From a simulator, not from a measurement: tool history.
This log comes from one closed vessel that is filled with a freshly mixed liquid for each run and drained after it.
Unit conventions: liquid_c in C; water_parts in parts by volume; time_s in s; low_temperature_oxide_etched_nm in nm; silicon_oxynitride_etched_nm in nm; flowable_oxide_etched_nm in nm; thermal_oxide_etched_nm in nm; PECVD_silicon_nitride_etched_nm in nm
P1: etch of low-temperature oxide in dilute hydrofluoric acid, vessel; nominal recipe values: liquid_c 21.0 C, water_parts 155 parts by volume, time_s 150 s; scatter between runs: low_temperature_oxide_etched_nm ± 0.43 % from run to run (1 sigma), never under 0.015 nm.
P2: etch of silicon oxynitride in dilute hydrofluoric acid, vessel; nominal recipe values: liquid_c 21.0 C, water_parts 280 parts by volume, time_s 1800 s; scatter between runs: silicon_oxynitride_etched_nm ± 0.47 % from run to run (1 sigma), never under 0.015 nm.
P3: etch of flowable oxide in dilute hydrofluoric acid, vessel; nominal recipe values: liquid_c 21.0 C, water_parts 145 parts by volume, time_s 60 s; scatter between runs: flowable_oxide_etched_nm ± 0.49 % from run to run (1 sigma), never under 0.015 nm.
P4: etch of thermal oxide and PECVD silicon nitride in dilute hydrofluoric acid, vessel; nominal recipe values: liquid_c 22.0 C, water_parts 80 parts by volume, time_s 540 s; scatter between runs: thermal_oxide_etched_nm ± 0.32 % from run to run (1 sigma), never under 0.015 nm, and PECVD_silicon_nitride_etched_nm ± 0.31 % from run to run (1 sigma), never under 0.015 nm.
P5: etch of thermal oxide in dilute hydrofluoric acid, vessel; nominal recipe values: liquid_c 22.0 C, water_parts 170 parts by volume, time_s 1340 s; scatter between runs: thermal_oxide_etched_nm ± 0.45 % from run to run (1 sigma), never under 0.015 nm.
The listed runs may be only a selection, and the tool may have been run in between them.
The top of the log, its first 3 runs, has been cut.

run,hour,process,liquid_c,water_parts,time_s,hours since the thermometer was replaced,hours since the hydrofluoric acid flow meter was replaced,low_temperature_oxide_etched_nm,silicon_oxynitride_etched_nm,flowable_oxide_etched_nm,thermal_oxide_etched_nm,PECVD_silicon_nitride_etched_nm
4,40.1,P2,21.0,280,1800,701.2,1498.2,,10.33,,,
5,50.5,P1,21.0,155,150,711.6,1508.6,16.2740,,,,
6,66.0,P1,21.0,245,150,727.1,1524.1,9.3691,,,,
7,76.9,P1,21.0,155,260,738.0,1535.0,28.2310,,,,
8,84.1,P1,21.0,155,30,745.2,1542.2,3.2508,,,,
9,91.5,P3,21.0,145,95,752.6,1549.6,,,21.7950,,
10,104.7,P4,22.0,80,540,765.8,1562.8,,,,30.2880,18.0960
11,119.7,P4,22.0,80,110,780.8,1577.8,,,,6.1983,3.6924
12,129.8,P1,21.0,155,150,790.9,1587.9,16.2780,,,,
13,137.6,P1,21.0,155,150,798.7,1595.7,16.4030,,,,
14,145.5,P5,22.0,170,1340,806.6,1603.6,,,,30.5970,
15,153.7,P1,21.0,155,150,814.8,1611.8,16.3290,,,,
16,168.4,P3,21.0,145,60,829.5,1626.5,,,13.6080,,
17,177.1,P4,18.5,80,540,838.2,1635.2,,,,26.1310,14.2140
18,188.6,P3,17.0,145,60,849.7,1646.7,,,11.7810,,
19,196.9,P4,22.0,35,540,858.0,1655.0,,,,72.9840,40.5260
20,206.7,P5,22.0,170,1340,867.8,1664.8,,,,30.4850,

Run 21 is up next; what results do you expect?
21,220.6,P3,21.0,230,60,881.7,1678.7,,,?,,

flowable_oxide_etched_nm: 7.9421 nm

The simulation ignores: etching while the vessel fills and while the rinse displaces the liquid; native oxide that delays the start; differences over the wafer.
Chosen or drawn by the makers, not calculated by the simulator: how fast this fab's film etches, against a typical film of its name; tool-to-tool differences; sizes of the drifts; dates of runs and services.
